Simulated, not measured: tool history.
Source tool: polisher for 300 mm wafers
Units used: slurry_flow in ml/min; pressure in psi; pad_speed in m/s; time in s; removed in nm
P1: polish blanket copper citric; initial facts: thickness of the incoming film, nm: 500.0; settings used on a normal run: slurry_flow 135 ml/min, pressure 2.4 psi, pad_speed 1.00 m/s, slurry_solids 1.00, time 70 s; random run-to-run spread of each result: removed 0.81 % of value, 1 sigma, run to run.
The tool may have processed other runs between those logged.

run   hour  slurry_flow  pressure  pad_speed  slurry_solids  time  removed
  1    8.0          135       2.4       1.00           1.00    70  134.050
  2   15.7          190       2.4       0.72           1.00    70  103.300
  3   30.6          205       2.4       1.00           1.00    95  195.190
  4   44.7          200       2.4       1.00           1.00    70  144.250
  5   59.6          135       2.4       1.00           1.00    70  133.020
  6   68.3          135       2.4       0.44           1.00    70   61.465
  7   84.6          135       2.4       1.40           1.00    70  189.980
  8   97.2          135       2.4       1.00           1.00    70  132.970
  9  112.2          135       2.4       1.00           1.25    70  143.490
 10  126.4          135       2.4       1.00           1.00    95  181.420
 11  139.2          135       2.4       1.00           1.00    32   60.918
 12  154.7          135       3.6       1.00           1.00    70  200.450
 13  162.7          135       2.4       1.00           1.00    70  133.840
 14  176.4          135       2.4       1.00           1.00    70  135.120
 15  188.7          135       1.4       1.00           1.00    70   80.125
 16  199.9          135       2.4       1.00           0.50    70  117.230
 17  208.1          185       2.4       1.00           1.00    93  190.700
 18  217.8          105       2.4       1.00           1.00    70  127.910
 19  227.7          135       2.4       1.00           1.00    70  135.860
 20  242.4          135       2.4       1.00           1.00    70  129.540
 21  253.5          135       2.4       1.00           1.00    70  128.880
 22  268.5          135       2.4       1.00           1.00    70  126.370
     274.1  -- slurry blender recalibrated
 23  284.3          135       2.4       1.00           1.00    70  123.350
     287.1  -- head pressure recalibrated
 24  299.5          135       2.4       1.00           1.00    70  122.300
 25  313.6          135       2.4       1.00           1.00    70  122.330

P1 has crept away from where it was. The log is fitted equally well by each of these 2 causes, at the sizes shown:
A: slurry flow missing at the pad, % = 34.7
B: removal rate lost through wear of the pad, % = 9.41
Onset of the creep was near hour 227.7.
Excluded causes, each with its reason:
head's pressure below its setpoint, %: maintenance at hour 287.1, after the shift began, did not return the process to its former output
abrasive missing from the slurry, %: maintenance at hour 274.1, after the shift began, did not return the process to its former output

Of the 4 check runs below, each run on 5 wafers with the results averaged and each result still a question mark, which one would tell the listed causes apart?
check 1  327.7          135       2.4       0.80           1.00    70        ?
check 2  327.7          200       2.4       1.00           1.00    70        ?
check 3  327.7          135       2.4       0.50           1.00    44        ?
check 4  327.7          135       2.4       1.00           0.55    55        ?

If the cause were each of the candidates in turn, the checks would give the following:
  check   result     if A     if B
check 1  removed   98.961   98.943
check 2  removed  134.650  130.690
check 3  removed   39.742   39.735
check 4  removed   85.267   85.253
Gap, in per cent, between the two causes that each check separates least, read from the result that separates them most: check 1 0.02 %; check 2 2.99 %; check 3 0.02 %; check 4 0.02 %
Check 2 tells the causes apart: in the others they would give nearly the same result.

Here is what check 2 returned: removed 131.660 nm. Which cause is it?

It is B: removal rate lost through wear of the pad, %.
